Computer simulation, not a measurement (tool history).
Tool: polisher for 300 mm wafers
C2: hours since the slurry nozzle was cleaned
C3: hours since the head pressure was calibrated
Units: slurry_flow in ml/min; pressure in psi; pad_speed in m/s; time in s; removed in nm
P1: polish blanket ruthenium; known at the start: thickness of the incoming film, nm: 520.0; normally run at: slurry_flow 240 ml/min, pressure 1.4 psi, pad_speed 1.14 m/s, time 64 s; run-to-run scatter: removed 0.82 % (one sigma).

run 1 hour=1.9 | slurry_flow=240 pressure=1.4 pad_speed=1.14 time=64 | wafers_polished_on_this_pad=224 C2=359.5 C3=244.6 | removed=65.728
run 2 hour=5.9 | slurry_flow=240 pressure=1.4 pad_speed=1.14 time=43 | wafers_polished_on_this_pad=261 C2=363.5 C3=248.6 | removed=44.412
-- hour=7.6 head pressure recalibrated
run 3 hour=9.5 | slurry_flow=240 pressure=2.1 pad_speed=1.14 time=64 | wafers_polished_on_this_pad=294 C2=367.1 C3=1.9 | removed=97.830
run 4 hour=13.0 | slurry_flow=240 pressure=1.4 pad_speed=0.52 time=64 | wafers_polished_on_this_pad=326 C2=370.6 C3=5.4 | removed=30.314
run 5 hour=15.0 | slurry_flow=240 pressure=1.4 pad_speed=1.76 time=64 | wafers_polished_on_this_pad=344 C2=372.6 C3=7.4 | removed=102.580
run 6 hour=18.8 | slurry_flow=240 pressure=1.4 pad_speed=1.14 time=64 | wafers_polished_on_this_pad=379 C2=376.4 C3=11.2 | removed=64.653
run 7 hour=22.4 | slurry_flow=145 pressure=1.4 pad_speed=1.14 time=64 | wafers_polished_on_this_pad=411 C2=380.0 C3=14.8 | removed=59.740
run 8 hour=24.8 | slurry_flow=240 pressure=1.4 pad_speed=1.14 time=83 | wafers_polished_on_this_pad=433 C2=382.4 C3=17.2 | removed=85.563
-- hour=25.6 worn pad replaced by a new one
run 9 hour=28.3 | slurry_flow=240 pressure=0.7 pad_speed=1.14 time=84 | wafers_polished_on_this_pad=25 C2=385.9 C3=20.7 | removed=43.106
run 10 hour=32.2 | slurry_flow=240 pressure=1.4 pad_speed=1.14 time=64 | wafers_polished_on_this_pad=60 C2=389.8 C3=24.6 | removed=65.158
run 11 hour=35.9 | slurry_flow=240 pressure=1.4 pad_speed=1.14 time=64 | wafers_polished_on_this_pad=94 C2=393.5 C3=28.3 | removed=65.923
run 12 hour=39.1 | slurry_flow=240 pressure=1.4 pad_speed=1.14 time=64 | wafers_polished_on_this_pad=123 C2=396.7 C3=31.5 | removed=65.475
run 13 hour=42.0 | slurry_flow=240 pressure=0.8 pad_speed=1.14 time=64 | wafers_polished_on_this_pad=150 C2=399.6 C3=34.4 | removed=37.400
run 14 hour=44.8 | slurry_flow=325 pressure=1.4 pad_speed=1.14 time=64 | wafers_polished_on_this_pad=175 C2=402.4 C3=37.2 | removed=66.876
run 15 hour=46.8 | slurry_flow=240 pressure=1.4 pad_speed=1.14 time=64 | wafers_polished_on_this_pad=193 C2=404.4 C3=39.2 | removed=66.043
run 16 hour=51.0 | slurry_flow=240 pressure=1.4 pad_speed=1.14 time=64 | wafers_polished_on_this_pad=232 C2=408.6 C3=43.4 | removed=64.125
run 17 hour=55.2 | slurry_flow=240 pressure=1.4 pad_speed=1.14 time=64 | wafers_polished_on_this_pad=270 C2=412.8 C3=47.6 | removed=62.892
run 18 hour=59.2 | slurry_flow=240 pressure=1.4 pad_speed=1.14 time=64 | wafers_polished_on_this_pad=307 C2=416.8 C3=51.6 | removed=62.620
run 19 hour=63.2 | slurry_flow=240 pressure=1.4 pad_speed=1.14 time=64 | wafers_polished_on_this_pad=343 C2=420.8 C3=55.6 | removed=61.910
run 20 hour=65.7 | slurry_flow=240 pressure=1.4 pad_speed=1.14 time=64 | wafers_polished_on_this_pad=366 C2=423.3 C3=58.1 | removed=62.254
-- hour=67.5 worn pad replaced by a new one
run 21 hour=68.0 | slurry_flow=240 pressure=1.4 pad_speed=1.14 time=64 | wafers_polished_on_this_pad=5 C2=425.6 C3=60.4 | removed=61.569
run 22 hour=71.5 | slurry_flow=240 pressure=1.4 pad_speed=1.14 time=64 | wafers_polished_on_this_pad=37 C2=429.1 C3=63.9 | removed=62.185
run 23 hour=74.8 | slurry_flow=240 pressure=1.4 pad_speed=1.14 time=64 | wafers_polished_on_this_pad=67 C2=432.4 C3=67.2 | removed=61.810
run 24 hour=77.8 | slurry_flow=240 pressure=1.4 pad_speed=1.14 time=64 | wafers_polished_on_this_pad=94 C2=435.4 C3=70.2 | removed=61.177

What P1 gives has crept away from where it was. These 2 causes fit the log equally well, each at the size given:
A: head's pressure below its setpoint, % = 5.13
B: slurry flow missing at the pad, % = 32.4
The creep began at about hour 46.8.
Why every other cause is out:
removal rate lost through wear of the pad, %: serviced at hour 67.5, which brought nothing back

4 check runs are offered, each on 5 wafers whose results are averaged, their results left as question marks. Which one tells the causes apart?
run check 1 hour=80.8 | slurry_flow=240 pressure=1.4 pad_speed=0.54 time=64 | removed=?
run check 2 hour=80.8 | slurry_flow=240 pressure=1.4 pad_speed=1.76 time=64 | removed=?
run check 3 hour=80.8 | slurry_flow=150 pressure=1.4 pad_speed=0.82 time=64 | removed=?
run check 4 hour=80.8 | slurry_flow=240 pressure=1.4 pad_speed=1.46 time=64 | removed=?

What each check would give under each cause:
check=check_1 result=removed if_A=29.306 if_B=29.307
check=check_2 result=removed if_A=95.517 if_B=95.518
check=check_3 result=removed if_A=41.671 if_B=40.496
check=check_4 result=removed if_A=79.236 if_B=79.236
How far apart the two closest causes lie, in the result that separates them most: check 1 0 %; check 2 0 %; check 3 2.86 %; check 4 0 %
Only check 3 tells the causes apart: in the others they would give nearly the same result.

Then check 3 was run and gave: removed 40.278 nm. Which cause is it?

It is B: slurry flow missing at the pad, %.
